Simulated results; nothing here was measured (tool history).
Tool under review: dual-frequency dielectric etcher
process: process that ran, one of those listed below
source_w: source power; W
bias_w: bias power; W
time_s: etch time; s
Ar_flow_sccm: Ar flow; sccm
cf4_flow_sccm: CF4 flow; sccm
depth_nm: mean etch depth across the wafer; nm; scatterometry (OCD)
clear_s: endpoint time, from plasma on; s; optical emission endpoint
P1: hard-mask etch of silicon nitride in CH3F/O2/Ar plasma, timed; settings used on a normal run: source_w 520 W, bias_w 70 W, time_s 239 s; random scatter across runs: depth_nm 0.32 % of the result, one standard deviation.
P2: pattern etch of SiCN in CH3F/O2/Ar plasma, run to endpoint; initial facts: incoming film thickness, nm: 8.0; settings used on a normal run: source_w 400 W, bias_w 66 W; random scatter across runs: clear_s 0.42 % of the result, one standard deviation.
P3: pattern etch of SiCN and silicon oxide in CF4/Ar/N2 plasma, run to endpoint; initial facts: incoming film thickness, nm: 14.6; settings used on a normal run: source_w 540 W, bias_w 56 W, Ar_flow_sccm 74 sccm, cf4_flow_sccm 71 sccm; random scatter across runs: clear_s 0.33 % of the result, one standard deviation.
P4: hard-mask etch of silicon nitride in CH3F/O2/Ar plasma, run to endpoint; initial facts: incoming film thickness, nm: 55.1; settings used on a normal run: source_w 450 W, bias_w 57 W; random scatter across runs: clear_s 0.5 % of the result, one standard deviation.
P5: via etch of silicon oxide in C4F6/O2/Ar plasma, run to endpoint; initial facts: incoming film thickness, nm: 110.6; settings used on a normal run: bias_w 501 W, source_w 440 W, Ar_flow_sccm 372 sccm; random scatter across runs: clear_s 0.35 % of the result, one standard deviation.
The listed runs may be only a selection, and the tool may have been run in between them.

run 1 day=0.454 | process=P1 source_w=520 bias_w=70 time_s=239 | depth_nm=183.46
run 2 day=0.9 | process=P1 source_w=320 bias_w=52 time_s=239 | depth_nm=138.29
run 3 day=1.208 | process=P5 source_w=440 bias_w=501 Ar_flow_sccm=372 | clear_s=24.607
run 4 day=1.592 | process=P1 source_w=520 bias_w=55 time_s=239 | depth_nm=170.53
run 5 day=1.867 | process=P1 source_w=520 bias_w=70 time_s=294.5 | depth_nm=226.96
run 6 day=2.258 | process=P4 source_w=450 bias_w=57 | clear_s=86.439
run 7 day=2.588 | process=P5 source_w=280 bias_w=501 Ar_flow_sccm=372 | clear_s=29.112
run 8 day=2.833 | process=P4 source_w=300 bias_w=57 | clear_s=100.65
run 9 day=3.258 | process=P1 source_w=520 bias_w=70 time_s=239 | depth_nm=183.78
run 10 day=3.712 | process=P3 source_w=540 bias_w=72 Ar_flow_sccm=74 cf4_flow_sccm=71 | clear_s=13.746
run 11 day=4.112 | process=P1 source_w=520 bias_w=70 time_s=239 | depth_nm=183.57
run 12 day=4.467 | process=P5 source_w=440 bias_w=677 Ar_flow_sccm=372 | clear_s=21.961
run 13 day=4.804 | process=P3 source_w=540 bias_w=56 Ar_flow_sccm=95 cf4_flow_sccm=71 | clear_s=15.492
run 14 day=5.058 | process=P1 source_w=520 bias_w=70 time_s=239 | depth_nm=183.48
run 15 day=5.392 | process=P2 source_w=400 bias_w=45 | clear_s=24.597
run 16 day=5.842 | process=P5 source_w=440 bias_w=501 Ar_flow_sccm=372 | clear_s=24.491
-- day=6.179 source power generator calibrated
run 17 day=6.221 | process=P1 source_w=520 bias_w=97 time_s=239 | depth_nm=205.16
run 18 day=6.608 | process=P3 source_w=540 bias_w=56 Ar_flow_sccm=74 cf4_flow_sccm=71 | clear_s=14.872
run 19 day=6.9 | process=P3 source_w=660 bias_w=56 Ar_flow_sccm=74 cf4_flow_sccm=71 | clear_s=12.317
run 20 day=7.146 | process=P1 source_w=520 bias_w=70 time_s=162.5 | depth_nm=124.45
run 21 day=7.512 | process=P1 source_w=520 bias_w=70 time_s=239 | depth_nm=183.63
run 22 day=7.846 | process=P1 source_w=520 bias_w=70 time_s=239 | depth_nm=183.72
run 23 day=8.046 | process=P2 source_w=250 bias_w=66 | clear_s=26.057
run 24 day=8.292 | process=P1 source_w=690 bias_w=70 time_s=239 | depth_nm=204.07
run 25 day=8.725 | process=P3 source_w=540 bias_w=56 Ar_flow_sccm=74 cf4_flow_sccm=71 | clear_s=14.793
run 26 day=9.183 | process=P1 source_w=310 bias_w=70 time_s=239 | depth_nm=151.08
run 27 day=9.392 | process=P2 source_w=400 bias_w=66 | clear_s=21.721
run 28 day=9.638 | process=P3 source_w=540 bias_w=56 Ar_flow_sccm=74 cf4_flow_sccm=101 | clear_s=14.118
run 29 day=9.858 | process=P4 source_w=450 bias_w=76 | clear_s=77.851
run 30 day=10.088 | process=P5 source_w=440 bias_w=501 Ar_flow_sccm=471 | clear_s=25.229
run 31 day=10.392 | process=P1 source_w=520 bias_w=70 time_s=239 | depth_nm=183.65
run 32 day=10.638 | process=P1 source_w=520 bias_w=70 time_s=239 | depth_nm=185.1
run 33 day=10.958 | process=P1 source_w=520 bias_w=70 time_s=239 | depth_nm=185.89
run 34 day=11.208 | process=P1 source_w=520 bias_w=70 time_s=239 | depth_nm=185.38
run 35 day=11.471 | process=P1 source_w=520 bias_w=70 time_s=239 | depth_nm=186.57
-- day=11.492 wet clean of the chamber
run 36 day=11.783 | process=P1 source_w=520 bias_w=70 time_s=239 | depth_nm=186.75
run 37 day=12.117 | process=P1 source_w=520 bias_w=70 time_s=239 | depth_nm=186.94
run 38 day=12.446 | process=P1 source_w=520 bias_w=70 time_s=239 | depth_nm=187.09

Something has made what P1 gives creep away from where it was; the 2 causes below, each at its own stated size, fit the log equally well:
A: bias power that arrives over what is set, % = 4.81
B: source power that arrives over what is set, % = 4.21
Creep in the process output first set in at about day 10.392.
All other causes, with the reason each is excluded:
chamber walls in a state that raises the etch rate, %: serviced at day 11.492, after the change had begun; the process did not return to its earlier output

Consider the 4 check runs below, whose results appear as question marks and each of which averages 2 wafers. Which one distinguishes the causes, in that each cause would give it a clearly different result?
run check 1 day=12.775 | process=P5 source_w=310 bias_w=648 Ar_flow_sccm=372 | clear_s=?
run check 2 day=12.775 | process=P3 source_w=540 bias_w=56 Ar_flow_sccm=94 cf4_flow_sccm=83 | clear_s=?
run check 3 day=12.775 | process=P4 source_w=380 bias_w=57 | clear_s=?
run check 4 day=12.775 | process=P2 source_w=260 bias_w=46 | clear_s=?

Outcome of each check run for each possible cause:
check=check_1 result=clear_s if_A=24.82 if_B=24.905
check=check_2 result=clear_s if_A=14.813 if_B=14.482
check=check_3 result=clear_s if_A=90.194 if_B=90.149
check=check_4 result=clear_s if_A=28.566 if_B=28.558
Smallest distance between any two causes, each pair judged by its most separating result, in per cent: check 1 0.35 %; check 2 2.26 %; check 3 0.05 %; check 4 0.03 %
Check 2 tells the causes apart: in the others they would give nearly the same result.

Check 2 has now been run. It gave: clear_s 14.494 s. Which of the candidate causes is it?

The correct cause is B, namely: source power that arrives over what is set, %.
